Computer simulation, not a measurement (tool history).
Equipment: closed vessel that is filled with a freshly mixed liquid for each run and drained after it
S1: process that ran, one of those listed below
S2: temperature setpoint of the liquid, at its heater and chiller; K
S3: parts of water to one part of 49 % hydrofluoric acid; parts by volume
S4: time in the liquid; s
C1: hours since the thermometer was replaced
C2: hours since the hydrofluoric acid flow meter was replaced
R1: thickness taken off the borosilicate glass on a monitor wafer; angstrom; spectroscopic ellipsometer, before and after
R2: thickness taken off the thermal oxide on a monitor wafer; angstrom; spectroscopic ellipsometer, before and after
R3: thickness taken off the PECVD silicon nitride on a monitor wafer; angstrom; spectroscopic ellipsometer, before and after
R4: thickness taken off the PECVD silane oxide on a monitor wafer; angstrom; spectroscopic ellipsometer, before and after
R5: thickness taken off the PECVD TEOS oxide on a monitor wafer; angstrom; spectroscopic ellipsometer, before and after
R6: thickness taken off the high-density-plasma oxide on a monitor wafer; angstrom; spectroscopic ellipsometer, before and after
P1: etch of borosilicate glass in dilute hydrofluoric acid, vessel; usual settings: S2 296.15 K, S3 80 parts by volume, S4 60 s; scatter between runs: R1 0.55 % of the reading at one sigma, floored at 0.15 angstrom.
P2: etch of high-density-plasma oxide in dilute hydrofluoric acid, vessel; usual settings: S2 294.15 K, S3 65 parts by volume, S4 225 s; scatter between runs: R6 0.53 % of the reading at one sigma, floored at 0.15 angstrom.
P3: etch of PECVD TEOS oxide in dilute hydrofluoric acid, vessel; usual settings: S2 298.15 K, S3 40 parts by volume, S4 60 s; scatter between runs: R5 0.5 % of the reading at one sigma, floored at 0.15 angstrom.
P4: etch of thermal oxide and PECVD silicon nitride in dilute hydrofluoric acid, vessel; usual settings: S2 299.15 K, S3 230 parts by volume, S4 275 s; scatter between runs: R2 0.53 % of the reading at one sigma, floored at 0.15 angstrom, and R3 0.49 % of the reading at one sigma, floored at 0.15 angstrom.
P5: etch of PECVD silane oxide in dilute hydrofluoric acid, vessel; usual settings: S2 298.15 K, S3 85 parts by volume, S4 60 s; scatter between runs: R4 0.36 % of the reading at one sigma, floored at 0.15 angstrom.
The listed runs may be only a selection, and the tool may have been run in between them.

run   hour  S1      S2   S3   S4      C1     C2       R1       R2        R3      R4      R5      R6
  1   10.1  P1  296.15   80   60  1134.0  180.8  159.830
  2   16.1  P4  299.15  230   55  1140.0  186.8            10.369    8.3855
  3   23.6  P5  298.15   85   60  1147.5  194.3                              243.52
  4   31.7  P1  296.15   80   95  1155.6  202.4  250.970
  5   39.9  P4  299.15   45  275  1163.8  210.6           338.800  214.3600
  6   45.9  P5  298.15   85   60  1169.8  216.6                              243.31
  7   58.5  P4  299.15  230  275  1182.4  229.2            53.416   42.2400
  8   65.2  P3  290.65   40   60  1189.1  235.9                                      227.00
  9   74.0  P1  296.15   80   60  1197.9  244.7  159.640
 10   80.6  P3  298.15   40   60  1204.5  251.3                                      317.69
 11   86.3  P1  296.15   80   30  1210.2  257.0   79.881
 12   98.8  P1  296.15   80   60  1222.7  269.5  159.080
 13  105.2  P2  302.15   65  225  1229.1  275.9                                              276.27
 14  113.9  P1  301.15   80  110  1237.8  284.6  353.530
 15  124.5  P5  298.15   85   30  1248.4  295.2                              121.80
 16  135.4  P1  296.15   80   60  1259.3  306.1  158.650
 17  146.8  P1  296.15   80   60  1270.7  317.5  159.130
 18  158.4  P1  296.15   30   60  1282.3  329.1  450.360
 19  165.9  P4  295.15  230  275  1289.8  336.6            46.169   32.9590
 20  172.5  P1  296.15  125   60  1296.4  343.2   95.620
 21  178.5  P3  298.15   40   30  1302.4  349.2                                      157.01
 22  187.6  P5  303.65   85   60  1311.5  358.3                              301.23
 23  195.3  P3  298.15   20   60  1319.2  366.0                                      649.66
 24  201.2  P2  294.15   65  225  1325.1  371.9                                              200.87
 25  209.3  P5  298.15   25   60  1333.2  380.0                              893.10
 26  221.3  P2  294.15  110  225  1345.2  392.0                                              112.46
 27  231.0  P1  300.15   80   60  1354.9  401.7  186.340
 28  241.3  P1  296.15  120  100  1365.2  412.0  167.740
 29  247.1  P1  296.15   80   60  1371.0  417.8  158.550
 30  252.8  P2  294.15   65  225  1376.7  423.5                                              199.73
 31  262.2  P1  290.15   80   60  1386.1  432.9  124.770
 32  271.2  P2  294.15   65  420  1395.1  441.9                                              374.31
 33  278.0  P1  296.15   80   60  1401.9  448.7  159.890
 34  286.3  P1  296.15   80   60  1410.2  457.0  153.850
 35  296.2  P1  296.15   80   60  1420.1  466.9  152.420
 36  302.8  P1  296.15   80   60  1426.7  473.5  150.540
 37  313.1  P1  296.15   80   60  1437.0  483.8  150.850
 38  324.2  P1  296.15   80   60  1448.1  494.9  146.910
 39  331.1  P1  296.15   80   60  1455.0  501.8  149.160
 40  336.7  P1  296.15   80   60  1460.6  507.4  147.530
 41  345.2  P1  296.15   80   60  1469.1  515.9  146.230
 42  355.4  P1  296.15   80   60  1479.3  526.1  147.420
 43  367.4  P1  296.15   80   60  1491.3  538.1  146.940

P1 no longer gives what it gave before; its output has crept away from where it was. The following 2 causes, each at its listed size, fit the log equally well:
A: liquid colder than its thermometer reads (K) = 1.95
B: hydrofluoric acid flow below the setpoint (%) = 6.98
The drift started at roughly hour 278.0.

4 check runs are offered, one wafer each, their results left as question marks. Which one tells the causes apart?
check 1  379.4  P5  298.15   85   60                       ?
check 2  379.4  P2  294.15   65  225                               ?
check 3  379.4  P3  298.15   40   60                           ?
check 4  379.4  P4  299.15  230  275               ?   ?

Predicted outcomes, by check and by cause:
  check  result     if A     if B
check 1      R4   225.16   224.61
check 2      R6   184.43   185.11
check 3      R5   290.36   291.65
check 4      R2   49.659   48.622
check 4      R3  37.4780  39.3330
Smallest distance between any two causes, each pair judged by its most separating result, in per cent: check 1 0.24 %; check 2 0.37 %; check 3 0.44 %; check 4 4.83 %
Only in check 4 would the causes give clearly different results; in the remaining checks their results would be nearly the same.

Running check 4 produced the following: R2 49.553 angstrom; R3 37.6970 angstrom. Which one of the listed causes fits?

The cause is A: liquid colder than its thermometer reads (K).
